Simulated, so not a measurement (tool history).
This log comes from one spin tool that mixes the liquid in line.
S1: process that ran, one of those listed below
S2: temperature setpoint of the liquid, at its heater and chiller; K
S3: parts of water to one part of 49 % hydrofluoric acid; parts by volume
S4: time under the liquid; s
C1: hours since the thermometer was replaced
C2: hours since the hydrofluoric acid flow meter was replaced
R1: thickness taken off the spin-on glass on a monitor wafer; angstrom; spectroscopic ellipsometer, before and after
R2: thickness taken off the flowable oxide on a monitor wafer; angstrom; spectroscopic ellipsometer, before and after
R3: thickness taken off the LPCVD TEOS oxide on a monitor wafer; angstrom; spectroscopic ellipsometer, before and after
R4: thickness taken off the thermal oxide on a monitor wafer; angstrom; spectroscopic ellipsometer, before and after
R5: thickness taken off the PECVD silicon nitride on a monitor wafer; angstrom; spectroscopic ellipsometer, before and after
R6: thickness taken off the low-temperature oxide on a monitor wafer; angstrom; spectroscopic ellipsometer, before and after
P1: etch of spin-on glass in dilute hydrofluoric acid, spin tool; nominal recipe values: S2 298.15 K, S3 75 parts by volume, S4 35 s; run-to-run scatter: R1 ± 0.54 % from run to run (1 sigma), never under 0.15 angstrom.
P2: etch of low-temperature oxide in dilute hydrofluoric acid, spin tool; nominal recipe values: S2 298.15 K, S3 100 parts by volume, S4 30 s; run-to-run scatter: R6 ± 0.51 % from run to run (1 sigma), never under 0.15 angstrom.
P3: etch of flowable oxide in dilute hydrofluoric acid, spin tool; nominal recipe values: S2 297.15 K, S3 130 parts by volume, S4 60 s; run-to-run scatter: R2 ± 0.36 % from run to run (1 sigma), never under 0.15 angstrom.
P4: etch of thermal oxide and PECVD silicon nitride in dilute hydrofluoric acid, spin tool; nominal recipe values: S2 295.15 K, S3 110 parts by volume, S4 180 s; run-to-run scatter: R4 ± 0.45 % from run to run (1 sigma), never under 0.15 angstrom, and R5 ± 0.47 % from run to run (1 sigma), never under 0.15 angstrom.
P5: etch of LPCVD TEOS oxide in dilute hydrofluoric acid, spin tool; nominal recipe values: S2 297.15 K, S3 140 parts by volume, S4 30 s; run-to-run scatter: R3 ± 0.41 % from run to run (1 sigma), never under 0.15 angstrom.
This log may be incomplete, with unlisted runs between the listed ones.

{"run": 1, "hour": 5.8, "S1": "P1", "S2": 298.15, "S3": 75, "S4": 35, "C1": 595.1, "C2": 168.2, "R1": 181.59}
{"run": 2, "hour": 10.3, "S1": "P3", "S2": 297.15, "S3": 55, "S4": 60, "C1": 599.6, "C2": 172.7, "R2": 797.68}
{"run": 3, "hour": 17.1, "S1": "P5", "S2": 297.15, "S3": 140, "S4": 30, "C1": 606.4, "C2": 179.5, "R3": 80.337}
{"run": 4, "hour": 20.4, "S1": "P4", "S2": 290.15, "S3": 110, "S4": 180, "C1": 609.7, "C2": 182.8, "R4": 56.594, "R5": 35.913}
{"run": 5, "hour": 24.2, "S1": "P1", "S2": 292.65, "S3": 75, "S4": 15, "C1": 613.5, "C2": 186.6, "R1": 61.399}
{"run": 6, "hour": 28.3, "S1": "P2", "S2": 303.15, "S3": 100, "S4": 30, "C1": 617.6, "C2": 190.7, "R6": 97.193}
{"run": 7, "hour": 33.9, "S1": "P5", "S2": 297.15, "S3": 140, "S4": 15, "C1": 623.2, "C2": 196.3, "R3": 40.122}
{"run": 8, "hour": 39.9, "S1": "P5", "S2": 297.15, "S3": 140, "S4": 30, "C1": 629.2, "C2": 202.3, "R3": 80.4}
{"run": 9, "hour": 44.7, "S1": "P2", "S2": 298.15, "S3": 100, "S4": 30, "C1": 634, "C2": 207.1, "R6": 79.997}
{"run": 10, "hour": 50.2, "S1": "P1", "S2": 298.15, "S3": 75, "S4": 35, "C1": 639.5, "C2": 212.6, "R1": 181.26}
{"run": 11, "hour": 53.6, "S1": "P1", "S2": 292.15, "S3": 75, "S4": 35, "C1": 642.9, "C2": 216, "R1": 141.95}
{"run": 12, "hour": 56.8, "S1": "P4", "S2": 295.15, "S3": 110, "S4": 180, "C1": 646.1, "C2": 219.2, "R4": 68.52, "R5": 50.346}
{"run": 13, "hour": 63.3, "S1": "P1", "S2": 306.15, "S3": 75, "S4": 35, "C1": 652.6, "C2": 225.7, "R1": 249.62}
{"run": 14, "hour": 67.0, "S1": "P3", "S2": 297.15, "S3": 130, "S4": 60, "C1": 656.3, "C2": 229.4, "R2": 304.45}
{"run": 15, "hour": 70.7, "S1": "P1", "S2": 298.15, "S3": 120, "S4": 35, "C1": 660, "C2": 233.1, "R1": 107.68}
{"run": 16, "hour": 76.5, "S1": "P2", "S2": 298.15, "S3": 30, "S4": 30, "C1": 665.8, "C2": 238.9, "R6": 294}
{"run": 17, "hour": 80.7, "S1": "P3", "S2": 297.15, "S3": 130, "S4": 90, "C1": 670, "C2": 243.1, "R2": 454.89}
{"run": 18, "hour": 85.4, "S1": "P4", "S2": 295.15, "S3": 110, "S4": 25, "C1": 674.7, "C2": 247.8, "R4": 9.5659, "R5": 6.9901}
{"run": 19, "hour": 91.7, "S1": "P5", "S2": 297.15, "S3": 220, "S4": 30, "C1": 681, "C2": 254.1, "R3": 47.089}
{"run": 20, "hour": 94.7, "S1": "P2", "S2": 298.15, "S3": 100, "S4": 60, "C1": 684, "C2": 257.1, "R6": 159.09}
{"run": 21, "hour": 101.3, "S1": "P4", "S2": 295.15, "S3": 110, "S4": 180, "C1": 690.6, "C2": 263.7, "R4": 69.073, "R5": 50.553}
{"run": 22, "hour": 106.8, "S1": "P1", "S2": 298.15, "S3": 75, "S4": 35, "C1": 696.1, "C2": 269.2, "R1": 181.19}
{"run": 23, "hour": 111.9, "S1": "P5", "S2": 292.15, "S3": 140, "S4": 30, "C1": 701.2, "C2": 274.3, "R3": 65.993}
{"run": 24, "hour": 118.8, "S1": "P3", "S2": 302.65, "S3": 130, "S4": 60, "C1": 708.1, "C2": 281.2, "R2": 374.37}
{"run": 25, "hour": 125.2, "S1": "P1", "S2": 298.15, "S3": 75, "S4": 15, "C1": 714.5, "C2": 287.6, "R1": 77.748}
{"run": 26, "hour": 128.5, "S1": "P1", "S2": 298.15, "S3": 35, "S4": 35, "C1": 717.8, "C2": 290.9, "R1": 407.74}

The next listed run, before its measurement:
{"run": 27, "hour": 134.5, "S1": "P1", "S2": 298.15, "S3": 75, "S4": 35, "C1": 723.8, "C2": 296.9, "R1": "?"}

R1: 181.25 angstrom
